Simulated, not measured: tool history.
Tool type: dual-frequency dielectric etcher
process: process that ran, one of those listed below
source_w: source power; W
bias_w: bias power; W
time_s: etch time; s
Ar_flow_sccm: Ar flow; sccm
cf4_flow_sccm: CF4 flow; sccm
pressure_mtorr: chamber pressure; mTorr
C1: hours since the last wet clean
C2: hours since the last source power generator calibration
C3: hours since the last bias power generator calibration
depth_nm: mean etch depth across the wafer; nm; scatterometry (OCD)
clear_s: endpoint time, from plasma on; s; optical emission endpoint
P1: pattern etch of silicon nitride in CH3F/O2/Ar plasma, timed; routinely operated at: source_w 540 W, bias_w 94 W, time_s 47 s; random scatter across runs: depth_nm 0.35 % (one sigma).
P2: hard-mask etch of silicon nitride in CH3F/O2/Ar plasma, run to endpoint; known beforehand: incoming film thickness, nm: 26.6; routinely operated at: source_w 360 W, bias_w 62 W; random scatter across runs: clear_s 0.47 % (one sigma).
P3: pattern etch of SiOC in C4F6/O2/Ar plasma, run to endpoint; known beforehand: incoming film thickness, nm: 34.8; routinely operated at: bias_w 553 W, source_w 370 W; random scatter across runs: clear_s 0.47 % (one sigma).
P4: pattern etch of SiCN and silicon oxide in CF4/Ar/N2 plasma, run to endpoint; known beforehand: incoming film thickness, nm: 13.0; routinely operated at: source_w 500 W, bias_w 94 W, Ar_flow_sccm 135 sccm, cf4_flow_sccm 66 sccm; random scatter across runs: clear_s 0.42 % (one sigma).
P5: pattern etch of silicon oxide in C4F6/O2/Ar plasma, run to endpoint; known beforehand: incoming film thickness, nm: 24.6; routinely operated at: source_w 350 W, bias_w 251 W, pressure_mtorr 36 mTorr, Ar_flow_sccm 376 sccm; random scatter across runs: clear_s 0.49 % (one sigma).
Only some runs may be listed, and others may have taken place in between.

Run 1, hour 3.7: process P1, source_w 540 W, bias_w 94 W, time_s 47 s; C1 138.7; C2 869.4; C3 1937.2. Result: depth_nm 41 nm.
Run 2, hour 7.8: process P3, source_w 470 W, bias_w 553 W; C1 142.8; C2 873.5; C3 1941.3. Result: clear_s 10.364 s.
Run 3, hour 10.8: process P1, source_w 540 W, bias_w 94 W, time_s 47 s; C1 145.8; C2 876.5; C3 1944.3. Result: depth_nm 41.028 nm.
Run 4, hour 15.4: process P4, source_w 500 W, bias_w 58 W, Ar_flow_sccm 135 sccm, cf4_flow_sccm 66 sccm; C1 150.4; C2 881.1; C3 1948.9. Result: clear_s 15.281 s.
Run 5, hour 19.6: process P3, source_w 370 W, bias_w 553 W; C1 154.6; C2 885.3; C3 1953.1. Result: clear_s 11.52 s.
Run 6, hour 23.4: process P5, source_w 350 W, bias_w 251 W, Ar_flow_sccm 376 sccm, pressure_mtorr 45 mTorr; C1 158.4; C2 889.1; C3 1956.9. Result: clear_s 7.7125 s.
Run 7, hour 28.4: process P1, source_w 540 W, bias_w 94 W, time_s 47 s; C1 163.4; C2 894.1; C3 1961.9. Result: depth_nm 40.907 nm.
Run 8, hour 31.2: process P1, source_w 740 W, bias_w 123 W, time_s 47 s; C1 166.2; C2 896.9; C3 1964.7. Result: depth_nm 51.153 nm.
Run 9, hour 34.8: process P1, source_w 540 W, bias_w 94 W, time_s 61 s; C1 169.8; C2 900.5; C3 1968.3. Result: depth_nm 53.129 nm.
Run 10, hour 38.9: process P3, source_w 370 W, bias_w 777 W; C1 173.9; C2 904.6; C3 1972.4. Result: clear_s 9.9767 s.
Run 11, hour 41.8: process P1, source_w 540 W, bias_w 94 W, time_s 47 s; C1 176.8; C2 907.5; C3 1975.3. Result: depth_nm 41.077 nm.
Run 12, hour 46.7: process P4, source_w 500 W, bias_w 94 W, Ar_flow_sccm 135 sccm, cf4_flow_sccm 87 sccm; C1 181.7; C2 912.4; C3 1980.2. Result: clear_s 12.347 s.
Run 13, hour 49.4: process P5, source_w 350 W, bias_w 251 W, Ar_flow_sccm 376 sccm, pressure_mtorr 36 mTorr; C1 184.4; C2 915.1; C3 1982.9. Result: clear_s 7.562 s.
Run 14, hour 53.7: process P1, source_w 540 W, bias_w 76 W, time_s 47 s; C1 188.7; C2 919.4; C3 1987.2. Result: depth_nm 38.325 nm.
Run 15, hour 58: process P1, source_w 540 W, bias_w 94 W, time_s 31.5 s; C1 193; C2 923.7; C3 1991.5. Result: depth_nm 27.362 nm.
Run 16, hour 61.2: process P4, source_w 310 W, bias_w 94 W, Ar_flow_sccm 135 sccm, cf4_flow_sccm 66 sccm; C1 196.2; C2 926.9; C3 1994.7. Result: clear_s 19.553 s.
Run 17, hour 65.1: process P5, source_w 350 W, bias_w 188 W, Ar_flow_sccm 376 sccm, pressure_mtorr 36 mTorr; C1 200.1; C2 930.8; C3 1998.6. Result: clear_s 8.2909 s.
Run 18, hour 69.7: process P1, source_w 700 W, bias_w 94 W, time_s 47 s; C1 204.7; C2 935.4; C3 2003.2. Result: depth_nm 45.432 nm.
Run 19, hour 74.6: process P4, source_w 500 W, bias_w 94 W, Ar_flow_sccm 135 sccm, cf4_flow_sccm 66 sccm; C1 209.6; C2 940.3; C3 2008.1. Result: clear_s 12.921 s.
Run 20, hour 77.5: process P5, source_w 230 W, bias_w 251 W, Ar_flow_sccm 376 sccm, pressure_mtorr 36 mTorr; C1 212.5; C2 943.2; C3 2011. Result: clear_s 8.8531 s.
Run 21, hour 82.9: process P2, source_w 240 W, bias_w 62 W; C1 217.9; C2 948.6; C3 2016.4. Result: clear_s 46.23 s.
Run 22, hour 86: process P1, source_w 540 W, bias_w 94 W, time_s 47 s; C1 221; C2 951.7; C3 2019.5. Result: depth_nm 40.949 nm.
Run 23, hour 88.5: process P2, source_w 360 W, bias_w 41 W; C1 223.5; C2 954.2; C3 2022. Result: clear_s 45.39 s.
Run 24, hour 92.2: process P1, source_w 540 W, bias_w 94 W, time_s 47 s; C1 227.2; C2 957.9; C3 2025.7. Result: depth_nm 41.109 nm.
Run 25, hour 96.6: process P5, source_w 350 W, bias_w 251 W, Ar_flow_sccm 233 sccm, pressure_mtorr 36 mTorr; C1 231.6; C2 962.3; C3 2030.1. Result: clear_s 7.1262 s.
Run 26, hour 100.7: process P4, source_w 500 W, bias_w 94 W, Ar_flow_sccm 184 sccm, cf4_flow_sccm 66 sccm; C1 235.7; C2 966.4; C3 2034.2. Result: clear_s 13.61 s.
Run 27, hour 105.7: process P2, source_w 360 W, bias_w 62 W; C1 240.7; C2 971.4; C3 2039.2. Result: clear_s 39.379 s.
Run 28, hour 110.1: process P1, source_w 540 W, bias_w 122 W, time_s 47 s; C1 245.1; C2 975.8; C3 2043.6. Result: depth_nm 45.192 nm.
Run 29, hour 113.3: process P1, source_w 540 W, bias_w 123 W, time_s 63 s; C1 248.3; C2 979; C3 2046.8. Result: depth_nm 60.578 nm.
Run 30, hour 117.7: process P1, source_w 380 W, bias_w 94 W, time_s 47 s; C1 252.7; C2 983.4; C3 2051.2. Result: depth_nm 36.058 nm.
Run 31, hour 121.5: process P2, source_w 360 W, bias_w 62 W; C1 256.5; C2 987.2; C3 2055. Result: clear_s 39.854 s.
Run 32, hour 126: process P1, source_w 540 W, bias_w 94 W, time_s 47 s; C1 261; C2 991.7; C3 2059.5. Result: depth_nm 40.963 nm.
Run 33, hour 129.1: process P1, source_w 540 W, bias_w 94 W, time_s 47 s; C1 264.1; C2 994.8; C3 2062.6. Result: depth_nm 41.159 nm.
Run 34, hour 132.5: process P1, source_w 540 W, bias_w 94 W, time_s 47 s; C1 267.5; C2 998.2; C3 2066. Result: depth_nm 40.484 nm.
Run 35, hour 136: process P1, source_w 540 W, bias_w 94 W, time_s 47 s; C1 271; C2 1001.7; C3 2069.5. Result: depth_nm 40.602 nm.
At hour 137: wet clean of the chamber.
Run 36, hour 138.9: process P1, source_w 540 W, bias_w 94 W, time_s 47 s; C1 2; C2 1004.6; C3 2072.4. Result: depth_nm 40.324 nm.
Run 37, hour 143.6: process P1, source_w 540 W, bias_w 94 W, time_s 47 s; C1 6.7; C2 1009.3; C3 2077.1. Result: depth_nm 40.383 nm.
Run 38, hour 147: process P1, source_w 540 W, bias_w 94 W, time_s 47 s; C1 10.1; C2 1012.7; C3 2080.5. Result: depth_nm 40.377 nm.

Run 39 is up next; what results do you expect?
Run 39, hour 151.8: process P1, source_w 540 W, bias_w 94 W, time_s 47 s; C1 14.9; C2 1017.5; C3 2085.3. Result: depth_nm ?.

depth_nm: 40.57 nm
